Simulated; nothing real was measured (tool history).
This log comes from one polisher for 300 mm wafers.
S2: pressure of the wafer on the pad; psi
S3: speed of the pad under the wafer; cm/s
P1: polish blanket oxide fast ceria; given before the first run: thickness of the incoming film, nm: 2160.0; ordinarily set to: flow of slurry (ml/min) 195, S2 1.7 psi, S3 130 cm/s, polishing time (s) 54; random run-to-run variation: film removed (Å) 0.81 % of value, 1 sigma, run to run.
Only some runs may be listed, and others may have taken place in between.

run 1 hour=11.1 | flow_of_slurry_(ml/min)=195 S2=1.7 S3=130 polishing_time_(s)=54 | film_removed_(Å)=6354.0
run 2 hour=20.4 | flow_of_slurry_(ml/min)=195 S2=1.7 S3=130 polishing_time_(s)=81 | film_removed_(Å)=9735.1
run 3 hour=25.9 | flow_of_slurry_(ml/min)=195 S2=1.7 S3=130 polishing_time_(s)=28 | film_removed_(Å)=3319.3
run 4 hour=36.0 | flow_of_slurry_(ml/min)=290 S2=1.7 S3=130 polishing_time_(s)=54 | film_removed_(Å)=6648.9
run 5 hour=45.4 | flow_of_slurry_(ml/min)=195 S2=1.7 S3=130 polishing_time_(s)=54 | film_removed_(Å)=6490.8
run 6 hour=54.4 | flow_of_slurry_(ml/min)=195 S2=2.4 S3=130 polishing_time_(s)=54 | film_removed_(Å)=9110.0
run 7 hour=62.3 | flow_of_slurry_(ml/min)=195 S2=1.7 S3=82 polishing_time_(s)=54 | film_removed_(Å)=4049.6
run 8 hour=68.8 | flow_of_slurry_(ml/min)=195 S2=1.7 S3=130 polishing_time_(s)=54 | film_removed_(Å)=6432.2
run 9 hour=74.4 | flow_of_slurry_(ml/min)=135 S2=1.7 S3=130 polishing_time_(s)=54 | film_removed_(Å)=6044.7
run 10 hour=79.7 | flow_of_slurry_(ml/min)=195 S2=1.7 S3=184 polishing_time_(s)=54 | film_removed_(Å)=9200.5
run 11 hour=89.4 | flow_of_slurry_(ml/min)=195 S2=1.2 S3=130 polishing_time_(s)=54 | film_removed_(Å)=4572.6
run 12 hour=99.9 | flow_of_slurry_(ml/min)=195 S2=1.7 S3=130 polishing_time_(s)=54 | film_removed_(Å)=6478.3
run 13 hour=108.1 | flow_of_slurry_(ml/min)=195 S2=1.7 S3=58 polishing_time_(s)=26 | film_removed_(Å)=1376.0
run 14 hour=117.5 | flow_of_slurry_(ml/min)=195 S2=1.7 S3=130 polishing_time_(s)=54 | film_removed_(Å)=6413.6
run 15 hour=126.2 | flow_of_slurry_(ml/min)=195 S2=1.7 S3=130 polishing_time_(s)=54 | film_removed_(Å)=6440.1
run 16 hour=135.2 | flow_of_slurry_(ml/min)=195 S2=1.7 S3=130 polishing_time_(s)=54 | film_removed_(Å)=6233.4
run 17 hour=146.4 | flow_of_slurry_(ml/min)=195 S2=1.7 S3=130 polishing_time_(s)=54 | film_removed_(Å)=6250.1
run 18 hour=152.0 | flow_of_slurry_(ml/min)=195 S2=1.7 S3=130 polishing_time_(s)=54 | film_removed_(Å)=6081.4
run 19 hour=160.8 | flow_of_slurry_(ml/min)=195 S2=1.7 S3=130 polishing_time_(s)=54 | film_removed_(Å)=6049.2

What will run 20 give?
run 20 hour=171.8 | flow_of_slurry_(ml/min)=195 S2=1.7 S3=130 polishing_time_(s)=54 | film_removed_(Å)=?

{"run 20": {"film removed (Å)": 6081.2}}

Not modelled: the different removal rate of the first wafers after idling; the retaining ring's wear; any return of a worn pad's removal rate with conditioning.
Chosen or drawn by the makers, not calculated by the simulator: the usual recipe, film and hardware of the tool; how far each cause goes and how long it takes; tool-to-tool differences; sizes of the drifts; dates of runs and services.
